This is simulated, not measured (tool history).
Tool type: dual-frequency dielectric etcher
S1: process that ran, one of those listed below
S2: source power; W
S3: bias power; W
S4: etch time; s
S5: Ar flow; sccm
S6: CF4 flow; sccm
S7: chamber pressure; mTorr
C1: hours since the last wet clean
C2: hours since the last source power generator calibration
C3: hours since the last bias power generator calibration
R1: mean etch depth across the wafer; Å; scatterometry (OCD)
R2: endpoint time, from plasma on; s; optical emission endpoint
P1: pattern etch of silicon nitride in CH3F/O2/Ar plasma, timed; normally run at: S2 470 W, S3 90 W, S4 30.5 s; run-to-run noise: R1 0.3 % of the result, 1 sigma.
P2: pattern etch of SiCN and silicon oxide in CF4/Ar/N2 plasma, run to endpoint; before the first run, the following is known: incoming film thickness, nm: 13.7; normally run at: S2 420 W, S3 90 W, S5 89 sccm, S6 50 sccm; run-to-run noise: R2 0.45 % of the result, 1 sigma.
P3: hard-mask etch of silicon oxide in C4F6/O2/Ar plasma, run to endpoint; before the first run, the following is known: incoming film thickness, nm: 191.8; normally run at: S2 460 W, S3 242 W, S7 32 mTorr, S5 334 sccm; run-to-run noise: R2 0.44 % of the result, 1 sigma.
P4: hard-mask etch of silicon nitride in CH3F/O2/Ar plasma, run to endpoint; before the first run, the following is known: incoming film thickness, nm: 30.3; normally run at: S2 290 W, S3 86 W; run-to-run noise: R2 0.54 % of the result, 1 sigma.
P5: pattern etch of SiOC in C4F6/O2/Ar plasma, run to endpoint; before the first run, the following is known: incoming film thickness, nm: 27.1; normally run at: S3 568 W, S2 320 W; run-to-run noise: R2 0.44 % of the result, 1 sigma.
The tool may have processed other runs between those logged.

run	day	S1	S2	S3	S4	S5	S6	S7	C1	C2	C3	R1	R2
1	0.433	P1	470	90	30.5				226	1145.2	1949.3	255.76	
2	0.771	P5	410	568					234.1	1153.3	1957.4		8.5681
3	1.012	P5	320	568					239.9	1159.1	1963.2		9.3651
4	1.383	P2	420	90		89	50		248.8	1168	1972.1		16.491
5	1.604	P1	470	90	30.5				254.1	1173.3	1977.4	255.88	
6	1.879	P1	650	90	30.5				260.7	1179.9	1984	287.31	
# day 2.025: wet clean of the chamber
7	2.258	P1	470	90	30.5				5.6	1189	1993.1	255.93	
8	2.729	P3	460	242		334		25	16.9	1200.3	2004.4		52.287
9	3.204	P3	460	181		334		32	28.3	1211.7	2015.8		59.577
10	3.512	P3	460	242		334		32	35.7	1219.1	2023.2		54.246
11	3.771	P1	470	90	30.5				41.9	1225.3	2029.4	255.18	
12	4.1	P1	310	90	30.5				49.8	1233.2	2037.3	217.6	
13	4.446	P2	420	90		89	61		58.1	1241.5	2045.6		16.053
14	4.904	P3	300	242		334		32	69.1	1252.5	2056.6		63.953
15	5.179	P1	470	65	30.5				75.7	1259.1	2063.2	228.23	
16	5.508	P1	330	90	17				83.6	1267	2071.1	123.95	
17	5.817	P1	470	90	20				91	1274.4	2078.5	167.01	
18	6.121	P5	320	790					98.3	1281.7	2085.8		8.2427
19	6.521	P3	460	242		417		32	107.9	1291.3	2095.4		56.029
20	6.75	P1	470	90	45				113.4	1296.8	2100.9	376.61	
21	7.142	P2	420	90		115	50		122.8	1306.2	2110.3		17.253
22	7.596	P2	420	90		89	50		133.7	1317.1	2121.2		16.419
23	7.883	P4	290	86					140.6	1324	2128.1		44.983
24	8.146	P4	390	86					146.9	1330.3	2134.4		40.119
25	8.45	P4	290	69					154.2	1337.6	2141.7		48.412
26	8.762	P1	470	109	30.5				161.7	1345.1	2149.2	272.57	
27	9.208	P2	420	68		89	50		172.4	1355.8	2159.9		18.452
28	9.55	P2	550	90		89	50		180.6	1364	2168.1		13.163
29	9.996	P4	290	86					191.3	1374.7	2178.8		45.02
30	10.25	P1	470	90	30.5				197.4	1380.8	2184.9	254.59	
31	10.55	P1	470	90	30.5				204.6	1388	2192.1	257.08	
32	10.842	P1	470	90	30.5				211.6	1395	2199.1	255.82	
33	11.196	P1	470	90	30.5				220.1	1403.5	2207.6	257.29	
34	11.521	P1	470	90	30.5				227.9	1411.3	2215.4	257.82	
35	11.842	P1	470	90	30.5				235.6	1419	2223.1	258.1	
36	12.083	P1	470	90	30.5				241.4	1424.8	2228.9	258.96	
37	12.388	P1	470	90	30.5				248.7	1432.1	2236.2	258.61	
# day 12.617: wet clean of the chamber
38	12.788	P1	470	90	30.5				4.1	1441.7	2245.8	259.59	
39	13.096	P1	470	90	30.5				11.5	1449.1	2253.2	260.11	
40	13.446	P1	470	90	30.5				19.9	1457.5	2261.6	258.85	

Compared with where it was, what P1 gives has crept away. Each cause listed below fits the log as well as the rest, at the size given for it:
A: source power that arrives over what is set, % = 4.35
B: bias power that arrives over what is set, % = 4.58
The drift started at roughly day 10.25.
What rules out each remaining cause:
chamber walls in a state that raises the etch rate, %: its service at day 12.617 followed the start of the drift and did not put the process back to its old value

4 check runs are offered, each on 3 wafers whose results are averaged, their results left as question marks. Which one tells the causes apart?
check 1	13.796	P3	460	242		334		32					?
check 2	13.796	P2	420	90		89	50						?
check 3	13.796	P5	320	568									?
check 4	13.796	P4	290	86									?

Outcome of each check run for each possible cause:
check	result	if A	if B
check 1	R2	53.272	53.347
check 2	R2	16.014	16.349
check 3	R2	9.2032	9.1879
check 4	R2	44.142	44.12
How far apart the two closest causes lie, in the result that separates them most: check 1 0.14 %; check 2 2.07 %; check 3 0.17 %; check 4 0.05 %
Only in check 2 would the causes give clearly different results; in the remaining checks their results would be nearly the same.

Check 2 was then run and gave: R2 16.029 s. Which cause is it?

The correct cause is A, namely: source power that arrives over what is set, %.

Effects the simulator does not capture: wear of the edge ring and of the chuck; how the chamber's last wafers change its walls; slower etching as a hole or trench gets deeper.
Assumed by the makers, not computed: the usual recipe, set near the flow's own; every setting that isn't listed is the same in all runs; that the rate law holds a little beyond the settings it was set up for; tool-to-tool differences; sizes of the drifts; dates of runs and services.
